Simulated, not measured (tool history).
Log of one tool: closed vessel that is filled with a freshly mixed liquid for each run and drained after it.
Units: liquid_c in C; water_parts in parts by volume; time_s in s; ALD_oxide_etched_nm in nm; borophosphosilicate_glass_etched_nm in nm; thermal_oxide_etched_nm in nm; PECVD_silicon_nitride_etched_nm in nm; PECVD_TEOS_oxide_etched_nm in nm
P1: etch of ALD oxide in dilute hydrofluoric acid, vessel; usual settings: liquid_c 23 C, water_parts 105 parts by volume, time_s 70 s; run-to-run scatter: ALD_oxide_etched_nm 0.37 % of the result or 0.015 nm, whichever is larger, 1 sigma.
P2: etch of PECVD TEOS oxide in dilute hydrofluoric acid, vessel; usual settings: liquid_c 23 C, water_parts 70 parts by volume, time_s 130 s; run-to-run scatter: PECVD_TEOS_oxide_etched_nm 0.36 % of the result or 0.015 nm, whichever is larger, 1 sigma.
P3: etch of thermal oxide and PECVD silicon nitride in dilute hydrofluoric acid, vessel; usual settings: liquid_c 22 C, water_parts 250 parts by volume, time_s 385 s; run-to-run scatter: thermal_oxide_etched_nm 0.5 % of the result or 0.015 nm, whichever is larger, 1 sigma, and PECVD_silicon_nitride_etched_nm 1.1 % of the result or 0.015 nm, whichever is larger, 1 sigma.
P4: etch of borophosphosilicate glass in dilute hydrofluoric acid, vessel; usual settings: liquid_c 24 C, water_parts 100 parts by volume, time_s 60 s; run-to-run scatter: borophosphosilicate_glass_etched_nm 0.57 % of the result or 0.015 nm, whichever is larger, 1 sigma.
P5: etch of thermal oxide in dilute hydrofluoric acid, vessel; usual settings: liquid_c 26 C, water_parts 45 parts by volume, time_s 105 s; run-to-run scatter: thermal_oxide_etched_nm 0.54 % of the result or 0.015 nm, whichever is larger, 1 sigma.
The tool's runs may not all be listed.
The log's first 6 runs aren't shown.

run,day,process,liquid_c,water_parts,time_s,hours since the thermometer was replaced,hours since the hydrofluoric acid flow meter was replaced,ALD_oxide_etched_nm,borophosphosilicate_glass_etched_nm,thermal_oxide_etched_nm,PECVD_silicon_nitride_etched_nm,PECVD_TEOS_oxide_etched_nm
7,1.388,P1,23,105,30,460.4,336.5,6.4595,,,,
8,1.604,P1,23,170,70,465.6,341.7,8.6731,,,,
9,1.746,P1,23,105,70,469,345.1,15.025,,,,
10,1.929,P5,26,45,200,473.4,349.5,,,24.655,,
11,2.088,P1,23,105,70,477.2,353.3,15.109,,,,
12,2.267,P4,24,50,60,481.5,357.6,,48.61,,,
13,2.496,P2,23,115,130,487,363.1,,,,,15.543
14,2.633,P2,19,70,130,490.3,366.4,,,,,22.984
15,2.904,P4,20.5,100,60,496.8,372.9,,19.505,,,
16,3.171,P1,19,60,70,503.2,379.3,23.518,,,,
17,3.4,P3,22,455,385,508.7,384.8,,,2.5812,1.4519,
18,3.592,P2,23,70,130,513.3,389.4,,,,,27.028
19,3.812,P5,22.5,45,105,518.6,394.7,,,11.173,,
20,3.954,P1,29.5,30,70,522,398.1,75.714,,,,
21,4.162,P3,22,250,385,527,403.1,,,5.6006,2.6232,
22,4.417,P1,23,105,70,533.1,409.2,15.089,,,,
23,4.638,P5,26,75,105,538.4,414.5,,,7.3715,,
24,4.867,P1,30,105,70,543.9,420,19.828,,,,
25,5.129,P5,26,45,105,550.2,426.3,,,12.751,,

The next listed run, before its measurement:
26,5.279,P1,17,105,70,553.8,429.9,?,,,,

ALD_oxide_etched_nm: 11.808 nm

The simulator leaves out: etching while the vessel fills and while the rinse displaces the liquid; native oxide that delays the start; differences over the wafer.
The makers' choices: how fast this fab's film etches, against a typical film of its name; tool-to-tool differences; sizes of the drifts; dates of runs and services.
